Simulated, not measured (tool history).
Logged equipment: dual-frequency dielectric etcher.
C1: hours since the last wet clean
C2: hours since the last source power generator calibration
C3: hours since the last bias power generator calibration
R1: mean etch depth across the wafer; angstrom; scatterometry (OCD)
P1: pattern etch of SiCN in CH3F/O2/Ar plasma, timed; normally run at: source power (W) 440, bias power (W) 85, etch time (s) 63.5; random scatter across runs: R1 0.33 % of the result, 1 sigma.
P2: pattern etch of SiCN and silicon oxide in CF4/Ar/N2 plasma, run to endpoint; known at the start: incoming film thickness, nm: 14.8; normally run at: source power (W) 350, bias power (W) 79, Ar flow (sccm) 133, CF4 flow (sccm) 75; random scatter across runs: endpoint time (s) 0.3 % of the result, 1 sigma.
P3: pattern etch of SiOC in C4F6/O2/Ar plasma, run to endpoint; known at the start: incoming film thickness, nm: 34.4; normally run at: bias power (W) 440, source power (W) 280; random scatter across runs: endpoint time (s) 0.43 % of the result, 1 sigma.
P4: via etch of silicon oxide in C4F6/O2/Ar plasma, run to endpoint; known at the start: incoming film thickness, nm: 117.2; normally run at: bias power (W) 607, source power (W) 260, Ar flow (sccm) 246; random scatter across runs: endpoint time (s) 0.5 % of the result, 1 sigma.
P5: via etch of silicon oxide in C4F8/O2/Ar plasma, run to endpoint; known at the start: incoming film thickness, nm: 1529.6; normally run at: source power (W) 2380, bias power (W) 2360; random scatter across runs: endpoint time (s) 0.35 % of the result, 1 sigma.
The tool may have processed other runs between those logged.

run 1 hour=5.8 | process_that_ran=P1 source_power_(W)=440 bias_power_(W)=85 etch_time_(s)=63.5 | C1=71.9 C2=689.6 C3=2850.1 | R1=265.98
run 2 hour=9.9 | process_that_ran=P1 source_power_(W)=440 bias_power_(W)=98 etch_time_(s)=84.0 | C1=76.0 C2=693.7 C3=2854.2 | R1=368.95
run 3 hour=14.6 | process_that_ran=P4 source_power_(W)=260 bias_power_(W)=607 Ar_flow_(sccm)=146 | C1=80.7 C2=698.4 C3=2858.9 | endpoint_time_(s)=25.790
run 4 hour=18.9 | process_that_ran=P1 source_power_(W)=440 bias_power_(W)=85 etch_time_(s)=63.5 | C1=85.0 C2=702.7 C3=2863.2 | R1=264.15
run 5 hour=24.5 | process_that_ran=P1 source_power_(W)=440 bias_power_(W)=60 etch_time_(s)=63.5 | C1=90.6 C2=708.3 C3=2868.8 | R1=235.39
run 6 hour=27.9 | process_that_ran=P3 source_power_(W)=340 bias_power_(W)=440 | C1=94.0 C2=711.7 C3=2872.2 | endpoint_time_(s)=13.098
run 7 hour=33.0 | process_that_ran=P4 source_power_(W)=260 bias_power_(W)=427 Ar_flow_(sccm)=246 | C1=99.1 C2=716.8 C3=2877.3 | endpoint_time_(s)=31.029
run 8 hour=37.4 | process_that_ran=P1 source_power_(W)=440 bias_power_(W)=112 etch_time_(s)=63.5 | C1=103.5 C2=721.2 C3=2881.7 | R1=293.03
run 9 hour=42.7 | process_that_ran=P1 source_power_(W)=440 bias_power_(W)=85 etch_time_(s)=63.5 | C1=108.8 C2=726.5 C3=2887.0 | R1=266.34
run 10 hour=47.5 | process_that_ran=P1 source_power_(W)=440 bias_power_(W)=85 etch_time_(s)=88.0 | C1=113.6 C2=731.3 C3=2891.8 | R1=367.23
run 11 hour=50.4 | process_that_ran=P1 source_power_(W)=350 bias_power_(W)=85 etch_time_(s)=63.5 | C1=116.5 C2=734.2 C3=2894.7 | R1=243.22
run 12 hour=53.6 | process_that_ran=P2 source_power_(W)=350 bias_power_(W)=46 Ar_flow_(sccm)=133 CF4_flow_(sccm)=75 | C1=119.7 C2=737.4 C3=2897.9 | endpoint_time_(s)=25.106
run 13 hour=59.4 | process_that_ran=P1 source_power_(W)=440 bias_power_(W)=85 etch_time_(s)=38.0 | C1=125.5 C2=743.2 C3=2903.7 | R1=158.55
run 14 hour=65.5 | process_that_ran=P2 source_power_(W)=350 bias_power_(W)=79 Ar_flow_(sccm)=133 CF4_flow_(sccm)=97 | C1=131.6 C2=749.3 C3=2909.8 | endpoint_time_(s)=20.152
run 15 hour=69.1 | process_that_ran=P3 source_power_(W)=280 bias_power_(W)=535 | C1=135.2 C2=752.9 C3=2913.4 | endpoint_time_(s)=12.939
run 16 hour=72.1 | process_that_ran=P1 source_power_(W)=550 bias_power_(W)=85 etch_time_(s)=63.5 | C1=138.2 C2=755.9 C3=2916.4 | R1=287.71
run 17 hour=78.2 | process_that_ran=P4 source_power_(W)=310 bias_power_(W)=607 Ar_flow_(sccm)=246 | C1=144.3 C2=762.0 C3=2922.5 | endpoint_time_(s)=25.304
run 18 hour=84.7 | process_that_ran=P2 source_power_(W)=350 bias_power_(W)=79 Ar_flow_(sccm)=133 CF4_flow_(sccm)=75 | C1=150.8 C2=768.5 C3=2929.0 | endpoint_time_(s)=20.980
run 19 hour=87.6 | process_that_ran=P2 source_power_(W)=250 bias_power_(W)=79 Ar_flow_(sccm)=133 CF4_flow_(sccm)=75 | C1=153.7 C2=771.4 C3=2931.9 | endpoint_time_(s)=28.064
run 20 hour=92.5 | process_that_ran=P3 source_power_(W)=280 bias_power_(W)=440 | C1=158.6 C2=776.3 C3=2936.8 | endpoint_time_(s)=14.041
run 21 hour=96.8 | process_that_ran=P3 source_power_(W)=280 bias_power_(W)=440 | C1=162.9 C2=780.6 C3=2941.1 | endpoint_time_(s)=14.093
run 22 hour=101.8 | process_that_ran=P1 source_power_(W)=440 bias_power_(W)=111 etch_time_(s)=45.0 | C1=167.9 C2=785.6 C3=2946.1 | R1=207.66
run 23 hour=107.8 | process_that_ran=P4 source_power_(W)=260 bias_power_(W)=607 Ar_flow_(sccm)=246 | C1=173.9 C2=791.6 C3=2952.1 | endpoint_time_(s)=27.071
run 24 hour=112.2 | process_that_ran=P1 source_power_(W)=440 bias_power_(W)=85 etch_time_(s)=63.5 | C1=178.3 C2=796.0 C3=2956.5 | R1=265.67
run 25 hour=117.2 | process_that_ran=P5 source_power_(W)=2380 bias_power_(W)=2360 | C1=183.3 C2=801.0 C3=2961.5 | endpoint_time_(s)=265.300
run 26 hour=120.6 | process_that_ran=P1 source_power_(W)=440 bias_power_(W)=85 etch_time_(s)=63.5 | C1=186.7 C2=804.4 C3=2964.9 | R1=265.01
run 27 hour=124.5 | process_that_ran=P5 source_power_(W)=2380 bias_power_(W)=2826 | C1=190.6 C2=808.3 C3=2968.8 | endpoint_time_(s)=250.060
run 28 hour=130.0 | process_that_ran=P5 source_power_(W)=2380 bias_power_(W)=2360 | C1=196.1 C2=813.8 C3=2974.3 | endpoint_time_(s)=264.290
run 29 hour=135.0 | process_that_ran=P5 source_power_(W)=1830 bias_power_(W)=2360 | C1=201.1 C2=818.8 C3=2979.3 | endpoint_time_(s)=293.250
run 30 hour=140.0 | process_that_ran=P2 source_power_(W)=350 bias_power_(W)=79 Ar_flow_(sccm)=86 CF4_flow_(sccm)=75 | C1=206.1 C2=823.8 C3=2984.3 | endpoint_time_(s)=19.748
run 31 hour=144.0 | process_that_ran=P1 source_power_(W)=440 bias_power_(W)=85 etch_time_(s)=63.5 | C1=210.1 C2=827.8 C3=2988.3 | R1=263.82
run 32 hour=147.6 | process_that_ran=P1 source_power_(W)=440 bias_power_(W)=85 etch_time_(s)=63.5 | C1=213.7 C2=831.4 C3=2991.9 | R1=265.23
run 33 hour=150.8 | process_that_ran=P1 source_power_(W)=440 bias_power_(W)=85 etch_time_(s)=63.5 | C1=216.9 C2=834.6 C3=2995.1 | R1=263.41
run 34 hour=155.3 | process_that_ran=P1 source_power_(W)=440 bias_power_(W)=85 etch_time_(s)=63.5 | C1=221.4 C2=839.1 C3=2999.6 | R1=261.77
run 35 hour=160.8 | process_that_ran=P1 source_power_(W)=440 bias_power_(W)=85 etch_time_(s)=63.5 | C1=226.9 C2=844.6 C3=3005.1 | R1=259.80
-- hour=161.4 wet clean of the chamber
run 36 hour=165.2 | process_that_ran=P1 source_power_(W)=440 bias_power_(W)=85 etch_time_(s)=63.5 | C1=3.9 C2=849.0 C3=3009.5 | R1=261.50
run 37 hour=169.7 | process_that_ran=P1 source_power_(W)=440 bias_power_(W)=85 etch_time_(s)=63.5 | C1=8.4 C2=853.5 C3=3014.0 | R1=260.97
run 38 hour=173.5 | process_that_ran=P1 source_power_(W)=440 bias_power_(W)=85 etch_time_(s)=63.5 | C1=12.2 C2=857.3 C3=3017.8 | R1=260.55

Run 39 is up next; what results do you expect?
run 39 hour=177.9 | process_that_ran=P1 source_power_(W)=440 bias_power_(W)=85 etch_time_(s)=63.5 | C1=16.6 C2=861.7 C3=3022.2 | R1=?

R1: 261.18 angstrom
